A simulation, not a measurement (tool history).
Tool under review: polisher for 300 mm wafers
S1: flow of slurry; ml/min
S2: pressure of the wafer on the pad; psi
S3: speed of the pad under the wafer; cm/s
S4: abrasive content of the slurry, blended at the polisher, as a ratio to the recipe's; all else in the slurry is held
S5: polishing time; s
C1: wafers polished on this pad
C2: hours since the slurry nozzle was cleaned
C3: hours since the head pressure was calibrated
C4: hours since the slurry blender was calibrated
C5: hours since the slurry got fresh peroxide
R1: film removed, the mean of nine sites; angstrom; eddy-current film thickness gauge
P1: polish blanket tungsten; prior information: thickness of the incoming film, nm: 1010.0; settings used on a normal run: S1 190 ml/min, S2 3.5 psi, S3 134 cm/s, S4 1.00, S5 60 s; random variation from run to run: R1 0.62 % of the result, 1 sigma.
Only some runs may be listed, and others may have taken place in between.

run 1 hour=8.9 | S1=190 S2=3.5 S3=134 S4=1.00 S5=60 | C1=565 C2=246.3 C3=190.1 C4=129.9 C5=15.6 | R1=3768.4
run 2 hour=20.1 | S1=190 S2=3.5 S3=134 S4=1.00 S5=60 | C1=666 C2=257.5 C3=201.3 C4=141.1 C5=26.8 | R1=3766.3
run 3 hour=30.0 | S1=190 S2=3.5 S3=134 S4=1.00 S5=60 | C1=756 C2=267.4 C3=211.2 C4=151.0 C5=36.7 | R1=3781.8
run 4 hour=38.8 | S1=190 S2=3.5 S3=178 S4=1.00 S5=60 | C1=835 C2=276.2 C3=220.0 C4=159.8 C5=45.5 | R1=4995.8
-- hour=45.2 slurry tank refilled with fresh slurry and peroxide
run 5 hour=49.5 | S1=190 S2=3.5 S3=134 S4=1.50 S5=60 | C1=932 C2=286.9 C3=230.7 C4=170.5 C5=4.4 | R1=4173.6
run 6 hour=55.7 | S1=290 S2=3.5 S3=134 S4=1.00 S5=60 | C1=987 C2=293.1 C3=236.9 C4=176.7 C5=10.6 | R1=3940.4
run 7 hour=62.9 | S1=190 S2=1.8 S3=134 S4=1.00 S5=60 | C1=1052 C2=300.3 C3=244.1 C4=183.9 C5=17.8 | R1=1946.8
run 8 hour=73.6 | S1=190 S2=3.5 S3=134 S4=1.00 S5=28 | C1=1149 C2=311.0 C3=254.8 C4=194.6 C5=28.5 | R1=1758.3
run 9 hour=85.8 | S1=190 S2=3.5 S3=134 S4=1.00 S5=60 | C1=1259 C2=323.2 C3=267.0 C4=206.8 C5=40.7 | R1=3778.6
-- hour=87.3 slurry nozzle cleaned
run 10 hour=92.7 | S1=190 S2=3.5 S3=60 S4=1.00 S5=60 | C1=1321 C2=5.5 C3=273.9 C4=213.7 C5=47.6 | R1=1666.4
run 11 hour=101.3 | S1=190 S2=3.5 S3=134 S4=1.00 S5=60 | C1=1399 C2=14.1 C3=282.5 C4=222.3 C5=56.2 | R1=3785.4
run 12 hour=112.6 | S1=140 S2=3.5 S3=134 S4=1.00 S5=60 | C1=1501 C2=25.4 C3=293.8 C4=233.6 C5=67.5 | R1=3547.0
-- hour=123.0 slurry blender recalibrated
run 13 hour=124.5 | S1=190 S2=4.9 S3=134 S4=1.00 S5=60 | C1=1609 C2=37.3 C3=305.7 C4=1.5 C5=79.4 | R1=5320.3
run 14 hour=132.0 | S1=190 S2=3.5 S3=134 S4=1.00 S5=60 | C1=1676 C2=44.8 C3=313.2 C4=9.0 C5=86.9 | R1=3723.5
run 15 hour=145.0 | S1=190 S2=3.5 S3=134 S4=1.00 S5=60 | C1=1794 C2=57.8 C3=326.2 C4=22.0 C5=99.9 | R1=3731.4
run 16 hour=158.0 | S1=190 S2=5.4 S3=134 S4=1.30 S5=60 | C1=1911 C2=70.8 C3=339.2 C4=35.0 C5=112.9 | R1=6150.7
run 17 hour=167.9 | S1=190 S2=3.5 S3=134 S4=0.65 S5=60 | C1=2000 C2=80.7 C3=349.1 C4=44.9 C5=122.8 | R1=3410.6
run 18 hour=174.6 | S1=190 S2=3.5 S3=134 S4=1.00 S5=93 | C1=2061 C2=87.4 C3=355.8 C4=51.6 C5=129.5 | R1=5821.5
run 19 hour=183.8 | S1=190 S2=3.5 S3=134 S4=1.00 S5=60 | C1=2144 C2=96.6 C3=365.0 C4=60.8 C5=138.7 | R1=3756.8
run 20 hour=192.6 | S1=190 S2=3.5 S3=134 S4=1.00 S5=60 | C1=2223 C2=105.4 C3=373.8 C4=69.6 C5=147.5 | R1=3715.0

The next listed run, before its measurement:
run 21 hour=200.2 | S1=190 S2=3.5 S3=134 S4=1.00 S5=60 | C1=2292 C2=113.0 C3=381.4 C4=77.2 C5=155.1 | R1=?

R1: 3606.4 angstrom

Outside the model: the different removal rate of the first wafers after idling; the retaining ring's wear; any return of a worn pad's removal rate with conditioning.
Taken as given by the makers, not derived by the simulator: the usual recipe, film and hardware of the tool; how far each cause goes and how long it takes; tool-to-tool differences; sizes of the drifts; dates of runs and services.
